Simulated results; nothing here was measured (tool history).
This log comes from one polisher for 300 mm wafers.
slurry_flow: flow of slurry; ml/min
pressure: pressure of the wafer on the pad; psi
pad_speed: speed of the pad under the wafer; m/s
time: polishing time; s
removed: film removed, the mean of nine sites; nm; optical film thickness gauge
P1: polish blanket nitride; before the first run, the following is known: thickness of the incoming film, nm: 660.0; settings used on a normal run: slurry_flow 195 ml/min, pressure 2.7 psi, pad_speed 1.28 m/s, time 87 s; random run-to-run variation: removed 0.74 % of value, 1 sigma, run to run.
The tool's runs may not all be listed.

{"run": 1, "hour": 15.3, "slurry_flow": 195, "pressure": 2.7, "pad_speed": 1.28, "time": 87, "removed": 126.63}
{"run": 2, "hour": 30.6, "slurry_flow": 195, "pressure": 2.7, "pad_speed": 1.28, "time": 87, "removed": 127.6}
{"run": 3, "hour": 47.6, "slurry_flow": 195, "pressure": 2.7, "pad_speed": 1.28, "time": 87, "removed": 128.29}
{"run": 4, "hour": 61.7, "slurry_flow": 195, "pressure": 2.7, "pad_speed": 1.28, "time": 120, "removed": 178.18}
{"run": 5, "hour": 72.0, "slurry_flow": 195, "pressure": 2.7, "pad_speed": 1.28, "time": 50, "removed": 73.405}
{"run": 6, "hour": 85.1, "slurry_flow": 195, "pressure": 2.7, "pad_speed": 1.28, "time": 87, "removed": 128.43}
{"run": 7, "hour": 95.0, "slurry_flow": 195, "pressure": 2.7, "pad_speed": 2.02, "time": 87, "removed": 182.96}
{"run": 8, "hour": 111.8, "slurry_flow": 125, "pressure": 2.7, "pad_speed": 1.28, "time": 87, "removed": 117.77}
{"run": 9, "hour": 128.2, "slurry_flow": 250, "pressure": 2.7, "pad_speed": 1.28, "time": 87, "removed": 133.05}
{"run": 10, "hour": 142.3, "slurry_flow": 285, "pressure": 2.7, "pad_speed": 0.94, "time": 87, "removed": 104.42}
{"hour": 151.6, "done": "slurry nozzle cleaned"}
{"run": 11, "hour": 157.8, "slurry_flow": 195, "pressure": 1.7, "pad_speed": 1.28, "time": 87, "removed": 79.677}
{"run": 12, "hour": 170.5, "slurry_flow": 195, "pressure": 2.7, "pad_speed": 1.28, "time": 87, "removed": 126.01}
{"run": 13, "hour": 183.8, "slurry_flow": 195, "pressure": 3.7, "pad_speed": 1.28, "time": 119, "removed": 240.96}
{"run": 14, "hour": 198.2, "slurry_flow": 195, "pressure": 4, "pad_speed": 1.28, "time": 87, "removed": 189.48}
{"run": 15, "hour": 207.1, "slurry_flow": 195, "pressure": 2.7, "pad_speed": 0.58, "time": 87, "removed": 67.936}
{"run": 16, "hour": 215.5, "slurry_flow": 195, "pressure": 2.7, "pad_speed": 1.28, "time": 87, "removed": 128}
{"run": 17, "hour": 231.9, "slurry_flow": 195, "pressure": 2.7, "pad_speed": 1.28, "time": 87, "removed": 122.57}
{"run": 18, "hour": 241.7, "slurry_flow": 195, "pressure": 2.7, "pad_speed": 1.28, "time": 87, "removed": 122.61}
{"run": 19, "hour": 252.1, "slurry_flow": 195, "pressure": 2.7, "pad_speed": 1.28, "time": 87, "removed": 122.58}
{"hour": 266.2, "done": "head pressure recalibrated"}
{"run": 20, "hour": 270.3, "slurry_flow": 195, "pressure": 2.7, "pad_speed": 1.28, "time": 87, "removed": 120.38}
{"run": 21, "hour": 278.9, "slurry_flow": 195, "pressure": 2.7, "pad_speed": 1.28, "time": 87, "removed": 121.12}
{"run": 22, "hour": 292.7, "slurry_flow": 195, "pressure": 2.7, "pad_speed": 1.28, "time": 87, "removed": 118.38}

The output of P1 has drifted from where it used to be. Each of the 2 causes below, taken at the size shown beside it, accounts for the log equally well:
A: slurry flow missing at the pad, % = 30.9
B: removal rate lost through wear of the pad, % = 5.8
Creep in the process output first set in at about hour 215.5.
Ruled out, with reasons:
head's pressure below its setpoint, %: serviced at hour 266.2, after the drift had started, without restoring the earlier output

The list below offers 4 check runs, each averaging the results of 5 wafers, and shows each result as a question mark. For which of them would the listed causes give clearly different results?
{"run": "check 1", "hour": 306.5, "slurry_flow": 195, "pressure": 2.7, "pad_speed": 1.98, "time": 114, "removed": "?"}
{"run": "check 2", "hour": 306.5, "slurry_flow": 195, "pressure": 2.7, "pad_speed": 1.82, "time": 87, "removed": "?"}
{"run": "check 3", "hour": 306.5, "slurry_flow": 195, "pressure": 4, "pad_speed": 0.6, "time": 87, "removed": "?"}
{"run": "check 4", "hour": 306.5, "slurry_flow": 125, "pressure": 2.7, "pad_speed": 1.76, "time": 87, "removed": "?"}

Outcome of each check run for each possible cause:
check=check_1 result=removed if_A=222.63 if_B=222.63
check=check_2 result=removed if_A=158.83 if_B=158.83
check=check_3 result=removed if_A=96.846 if_B=96.847
check=check_4 result=removed if_A=139.31 if_B=143.51
Smallest distance between any two causes, each pair judged by its most separating result, in per cent: check 1 0 %; check 2 0 %; check 3 0 %; check 4 2.97 %
Check 4 is the one run that separates the causes; every other check would come out nearly the same whichever cause is at work.

Check 4 was carried out, with these results: removed 139.58 nm. Which of the listed causes is responsible?

It was cause A: slurry flow missing at the pad, %.
